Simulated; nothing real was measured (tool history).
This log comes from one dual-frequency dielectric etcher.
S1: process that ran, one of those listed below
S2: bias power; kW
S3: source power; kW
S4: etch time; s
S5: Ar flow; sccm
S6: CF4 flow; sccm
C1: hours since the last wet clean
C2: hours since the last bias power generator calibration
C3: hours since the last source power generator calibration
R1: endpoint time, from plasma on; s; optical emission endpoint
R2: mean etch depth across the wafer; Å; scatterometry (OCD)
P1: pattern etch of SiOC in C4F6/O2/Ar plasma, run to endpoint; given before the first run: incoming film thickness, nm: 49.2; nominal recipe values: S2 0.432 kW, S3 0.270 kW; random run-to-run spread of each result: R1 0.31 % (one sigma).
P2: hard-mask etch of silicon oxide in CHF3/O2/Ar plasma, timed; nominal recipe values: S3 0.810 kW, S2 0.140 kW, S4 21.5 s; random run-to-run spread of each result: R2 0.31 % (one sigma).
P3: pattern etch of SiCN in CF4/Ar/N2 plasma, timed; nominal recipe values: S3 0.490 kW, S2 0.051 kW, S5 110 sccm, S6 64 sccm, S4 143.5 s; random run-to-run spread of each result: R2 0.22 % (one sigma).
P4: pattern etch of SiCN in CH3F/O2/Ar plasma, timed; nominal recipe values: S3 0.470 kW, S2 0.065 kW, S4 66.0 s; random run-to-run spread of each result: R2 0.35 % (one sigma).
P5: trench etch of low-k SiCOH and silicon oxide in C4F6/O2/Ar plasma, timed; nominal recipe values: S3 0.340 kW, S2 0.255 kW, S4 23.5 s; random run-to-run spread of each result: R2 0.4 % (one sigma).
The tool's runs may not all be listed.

run	hour	S1	S2	S3	S4	S5	S6	C1	C2	C3	R1	R2
1	14.1	P1	0.432	0.270				203.8	2299.5	813.5	20.106	
2	25.1	P1	0.346	0.270				214.8	2310.5	824.5	21.665	
3	39.3	P4	0.065	0.470	66.0			229.0	2324.7	838.7		259.31
4	55.9	P4	0.065	0.580	66.0			245.6	2341.3	855.3		279.90
# hour 58.4: wet clean of the chamber
5	63.8	P5	0.255	0.440	23.5			5.5	2349.2	863.2		902.10
6	73.2	P1	0.432	0.270				14.9	2358.6	872.6	19.985	
7	84.7	P3	0.051	0.300	143.5	110	64	26.4	2370.1	884.1		747.40
8	100.7	P1	0.432	0.270				42.4	2386.1	900.1	19.988	
9	115.8	P5	0.349	0.340	23.5			57.5	2401.2	915.2		914.27
10	128.5	P2	0.140	0.810	21.5			70.2	2413.9	927.9		447.56
11	138.8	P3	0.051	0.490	143.5	72	64	80.5	2424.2	938.2		1240.00
12	150.8	P3	0.051	0.490	143.5	110	64	92.5	2436.2	950.2		1150.00
13	163.9	P3	0.051	0.490	91.0	110	64	105.6	2449.3	963.3		730.19
14	179.1	P1	0.570	0.270				120.8	2464.5	978.5	17.946	
15	193.5	P1	0.432	0.270				135.2	2478.9	992.9	20.083	
16	209.2	P4	0.040	0.470	66.0			150.9	2494.6	1008.6		222.66
17	226.6	P1	0.432	0.270				168.3	2512.0	1026.0	20.027	
18	244.2	P4	0.065	0.470	88.5			185.9	2529.6	1043.6		349.19
19	261.7	P5	0.255	0.340	31.5			203.4	2547.1	1061.1		1090.00
20	271.4	P1	0.432	0.370				213.1	2556.8	1070.8	17.737	
21	281.3	P2	0.184	0.810	21.5			223.0	2566.7	1080.7		488.59
22	296.2	P3	0.030	0.490	143.5	110	64	237.9	2581.6	1095.6		981.59
23	304.6	P5	0.255	0.340	23.5			246.3	2590.0	1104.0		814.10
24	313.5	P1	0.432	0.270				255.2	2598.9	1112.9	19.977	
25	327.3	P2	0.140	0.630	21.5			269.0	2612.7	1126.7		404.25
26	341.1	P1	0.432	0.270				282.8	2626.5	1140.5	20.005	
27	357.9	P3	0.051	0.490	143.5	110	37	299.6	2643.3	1157.3		1039.30
28	371.1	P1	0.288	0.210				312.8	2656.5	1170.5	25.411	
29	385.5	P2	0.140	0.810	12.0			327.2	2670.9	1184.9		248.63
30	400.1	P3	0.051	0.490	143.5	110	64	341.8	2685.5	1199.5		1152.50
31	413.5	P4	0.065	0.470	66.0			355.2	2698.9	1212.9		260.50
32	430.3	P1	0.432	0.200				372.0	2715.7	1229.7	22.388	
33	445.9	P1	0.351	0.370				387.6	2731.3	1245.3	19.161	
34	455.4	P1	0.432	0.270				397.1	2740.8	1254.8	20.100	
35	466.8	P1	0.432	0.270				408.5	2752.2	1266.2	19.934	
36	477.5	P1	0.432	0.270				419.2	2762.9	1276.9	19.819	
37	487.0	P1	0.432	0.270				428.7	2772.4	1286.4	19.746	
38	494.7	P1	0.432	0.270				436.4	2780.1	1294.1	19.770	
# hour 511.3: wet clean of the chamber
39	511.6	P1	0.432	0.270				0.3	2797.0	1311.0	19.692	
40	524.6	P1	0.432	0.270				13.3	2810.0	1324.0	19.772	
41	535.1	P1	0.432	0.270				23.8	2820.5	1334.5	19.617	
42	552.0	P1	0.432	0.270				40.7	2837.4	1351.4	19.651	

P1 no longer gives what it gave before; its output has crept away from where it was. The following 2 causes, each at its listed size, fit the log equally well:
A: source power that arrives over what is set, % = 4.25
B: bias power that arrives over what is set, % = 4.2
Creep in the process output first set in at about hour 455.4.
The rest of the possible causes, and what rules out each one:
chamber walls in a state that raises the etch rate, %: work on it at hour 511.3, done after the drift set in, did not restore what the process gave before

Of the 4 check runs listed below, each run on one wafer and each result written as a question mark, which would let you distinguish the listed causes because they would give clearly different results?
check 1	568.9	P4	0.050	0.470	66.0							?
check 2	568.9	P2	0.164	0.810	21.5							?
check 3	568.9	P3	0.051	0.490	143.5	110	47					?
check 4	568.9	P5	0.343	0.340	23.5							?

What each check would give under each cause:
check	result	if A	if B
check 1	R2	241.19	240.48
check 2	R2	477.61	476.28
check 3	R2	1129.50	1104.70
check 4	R2	916.10	915.43
Smallest distance between any two causes, each pair judged by its most separating result, in per cent: check 1 0.29 %; check 2 0.28 %; check 3 2.21 %; check 4 0.07 %
Only check 3 tells the causes apart: in the others they would give nearly the same result.

Then check 3 was run and gave: R2 1131.00 Å. Which cause is it?

It was cause A: source power that arrives over what is set, %.
